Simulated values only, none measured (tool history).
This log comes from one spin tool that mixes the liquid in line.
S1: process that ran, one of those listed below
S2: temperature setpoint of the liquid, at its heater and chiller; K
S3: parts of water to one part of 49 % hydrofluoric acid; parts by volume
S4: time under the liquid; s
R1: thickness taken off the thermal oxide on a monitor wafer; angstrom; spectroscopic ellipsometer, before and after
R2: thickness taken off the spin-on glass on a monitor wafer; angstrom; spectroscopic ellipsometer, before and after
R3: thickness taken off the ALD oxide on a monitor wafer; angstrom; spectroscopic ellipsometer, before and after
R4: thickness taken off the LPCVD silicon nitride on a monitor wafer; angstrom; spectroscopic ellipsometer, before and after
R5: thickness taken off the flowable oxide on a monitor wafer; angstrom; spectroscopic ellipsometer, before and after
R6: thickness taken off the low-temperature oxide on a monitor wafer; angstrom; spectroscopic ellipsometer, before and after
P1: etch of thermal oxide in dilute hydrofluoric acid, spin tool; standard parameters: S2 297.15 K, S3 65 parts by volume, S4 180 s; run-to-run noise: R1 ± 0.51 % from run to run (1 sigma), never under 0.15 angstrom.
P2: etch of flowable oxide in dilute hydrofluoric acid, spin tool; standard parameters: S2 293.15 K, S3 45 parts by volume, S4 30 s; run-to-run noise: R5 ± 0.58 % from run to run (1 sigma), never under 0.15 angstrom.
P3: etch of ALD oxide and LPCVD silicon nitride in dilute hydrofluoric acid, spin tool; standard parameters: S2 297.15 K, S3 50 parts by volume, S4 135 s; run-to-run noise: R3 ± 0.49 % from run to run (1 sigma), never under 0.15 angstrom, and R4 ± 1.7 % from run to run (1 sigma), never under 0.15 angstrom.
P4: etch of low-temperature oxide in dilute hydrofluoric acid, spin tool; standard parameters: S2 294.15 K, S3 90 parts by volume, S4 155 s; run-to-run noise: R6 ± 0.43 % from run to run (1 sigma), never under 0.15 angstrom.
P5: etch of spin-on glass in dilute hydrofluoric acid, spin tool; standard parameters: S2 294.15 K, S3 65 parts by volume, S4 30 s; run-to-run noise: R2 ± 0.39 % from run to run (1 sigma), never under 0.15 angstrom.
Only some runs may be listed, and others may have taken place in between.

Run 1, hour 3.5: S1 P1, S2 297.15 K, S3 65 parts by volume, S4 180 s. Result: R1 147.590 angstrom.
Run 2, hour 6.3: S1 P1, S2 297.15 K, S3 65 parts by volume, S4 180 s. Result: R1 146.590 angstrom.
Run 3, hour 9.7: S1 P1, S2 297.15 K, S3 65 parts by volume, S4 270 s. Result: R1 218.580 angstrom.
Run 4, hour 12.3: S1 P1, S2 290.15 K, S3 65 parts by volume, S4 180 s. Result: R1 108.540 angstrom.
Run 5, hour 14.3: S1 P1, S2 297.15 K, S3 65 parts by volume, S4 15 s. Result: R1 12.133 angstrom.
Run 6, hour 17.9: S1 P1, S2 297.15 K, S3 65 parts by volume, S4 180 s. Result: R1 146.190 angstrom.
Run 7, hour 20.1: S1 P5, S2 294.15 K, S3 30 parts by volume, S4 30 s. Result: R2 380.42 angstrom.
Run 8, hour 23.2: S1 P3, S2 297.15 K, S3 50 parts by volume, S4 220 s. Result: R3 979.62 angstrom, R4 22.1440 angstrom.
Run 9, hour 25.7: S1 P3, S2 297.15 K, S3 80 parts by volume, S4 135 s. Result: R3 362.61 angstrom, R4 8.5478 angstrom.
Run 10, hour 28.2: S1 P2, S2 293.15 K, S3 45 parts by volume, S4 45 s. Result: R5 429.03 angstrom.
Run 11, hour 31.7: S1 P2, S2 293.15 K, S3 45 parts by volume, S4 30 s. Result: R5 286.37 angstrom.
Run 12, hour 34.3: S1 P1, S2 297.15 K, S3 65 parts by volume, S4 180 s. Result: R1 145.480 angstrom.
Run 13, hour 36.4: S1 P1, S2 297.15 K, S3 95 parts by volume, S4 180 s. Result: R1 96.407 angstrom.
Run 14, hour 39.0: S1 P5, S2 302.15 K, S3 65 parts by volume, S4 30 s. Result: R2 233.13 angstrom.
Run 15, hour 42.5: S1 P3, S2 297.15 K, S3 50 parts by volume, S4 135 s. Result: R3 600.94 angstrom, R4 13.8110 angstrom.
Run 16, hour 45.1: S1 P1, S2 302.15 K, S3 65 parts by volume, S4 180 s. Result: R1 178.850 angstrom.
Run 17, hour 47.7: S1 P5, S2 294.15 K, S3 65 parts by volume, S4 30 s. Result: R2 167.94 angstrom.
Run 18, hour 51.8: S1 P2, S2 293.15 K, S3 45 parts by volume, S4 30 s. Result: R5 284.63 angstrom.
Run 19, hour 55.1: S1 P5, S2 294.15 K, S3 65 parts by volume, S4 50 s. Result: R2 281.94 angstrom.
Run 20, hour 57.5: S1 P4, S2 294.15 K, S3 90 parts by volume, S4 15 s. Result: R6 26.817 angstrom.
Run 21, hour 60.8: S1 P4, S2 294.15 K, S3 90 parts by volume, S4 155 s. Result: R6 277.670 angstrom.
Run 22, hour 64.4: S1 P1, S2 297.15 K, S3 65 parts by volume, S4 180 s. Result: R1 148.130 angstrom.
Run 23, hour 67.7: S1 P3, S2 292.15 K, S3 50 parts by volume, S4 135 s. Result: R3 484.64 angstrom, R4 9.5357 angstrom.
Run 24, hour 70.5: S1 P5, S2 294.15 K, S3 65 parts by volume, S4 30 s. Result: R2 167.77 angstrom.
Run 25, hour 72.5: S1 P3, S2 297.15 K, S3 50 parts by volume, S4 135 s. Result: R3 600.01 angstrom, R4 13.4390 angstrom.
Run 26, hour 74.8: S1 P4, S2 294.15 K, S3 160 parts by volume, S4 155 s. Result: R6 144.210 angstrom.
Run 27, hour 77.7: S1 P1, S2 297.15 K, S3 25 parts by volume, S4 180 s. Result: R1 402.720 angstrom.
Run 28, hour 79.7: S1 P2, S2 293.15 K, S3 75 parts by volume, S4 30 s. Result: R5 165.90 angstrom.
Run 29, hour 81.7: S1 P4, S2 290.15 K, S3 90 parts by volume, S4 155 s. Result: R6 234.810 angstrom.
Run 30, hour 83.9: S1 P1, S2 300.65 K, S3 35 parts by volume, S4 180 s. Result: R1 329.100 angstrom.
Run 31, hour 86.9: S1 P1, S2 300.65 K, S3 110 parts by volume, S4 180 s. Result: R1 92.640 angstrom.
Run 32, hour 90.0: S1 P2, S2 298.15 K, S3 45 parts by volume, S4 30 s. Result: R5 353.27 angstrom.
Run 33, hour 94.2: S1 P1, S2 297.15 K, S3 65 parts by volume, S4 180 s. Result: R1 145.480 angstrom.
Run 34, hour 98.2: S1 P1, S2 297.15 K, S3 65 parts by volume, S4 180 s. Result: R1 154.620 angstrom.
Run 35, hour 102.3: S1 P1, S2 297.15 K, S3 65 parts by volume, S4 180 s. Result: R1 158.130 angstrom.
Run 36, hour 104.2: S1 P1, S2 297.15 K, S3 65 parts by volume, S4 180 s. Result: R1 159.680 angstrom.
Run 37, hour 108.0: S1 P1, S2 297.15 K, S3 65 parts by volume, S4 180 s. Result: R1 159.720 angstrom.
Run 38, hour 111.0: S1 P1, S2 297.15 K, S3 65 parts by volume, S4 180 s. Result: R1 161.030 angstrom.
Run 39, hour 113.6: S1 P1, S2 297.15 K, S3 65 parts by volume, S4 180 s. Result: R1 160.780 angstrom.
Run 40, hour 116.9: S1 P1, S2 297.15 K, S3 65 parts by volume, S4 180 s. Result: R1 161.800 angstrom.

The output of P1 has drifted from where it used to be. Each of the 2 causes below, taken at the size shown beside it, accounts for the log equally well:
A: liquid hotter than its thermometer reads (K) = 2.39
B: hydrofluoric acid flow above the setpoint (%) = 9.29
At approximately hour 94.2, the process output began to creep.

Below are 4 check runs, each averaged over 5 wafers, with their results shown as question marks. Which of them would give clearly different results depending on which cause is behind the drift?
Run check 1, hour 120.2: S1 P3, S2 297.15 K, S3 65 parts by volume, S4 205 s. Result: R3 ?, R4 ?.
Run check 2, hour 120.2: S1 P4, S2 290.15 K, S3 145 parts by volume, S4 155 s. Result: R6 ?.
Run check 3, hour 120.2: S1 P5, S2 299.15 K, S3 65 parts by volume, S4 45 s. Result: R2 ?.
Run check 4, hour 120.2: S1 P2, S2 297.15 K, S3 75 parts by volume, S4 30 s. Result: R5 ?.

If the cause were each of the candidates in turn, the checks would give the following:
  check  result     if A     if B
check 1      R3   754.87   754.78
check 1      R4  18.5810  17.3030
check 2      R6  151.410  152.000
check 3      R2   340.87   341.49
check 4      R5   214.98   215.33
Per check, the gap between the least separated pair of causes, taken in the result that splits them most: check 1 7.12 %; check 2 0.39 %; check 3 0.18 %; check 4 0.16 %
Of the check runs offered, only check 1 discriminates between the causes; the rest would read about the same regardless of which cause applies.

Here is what check 1 returned: R3 754.92 angstrom; R4 17.2030 angstrom. Which cause is it?

The cause is B: hydrofluoric acid flow above the setpoint (%).
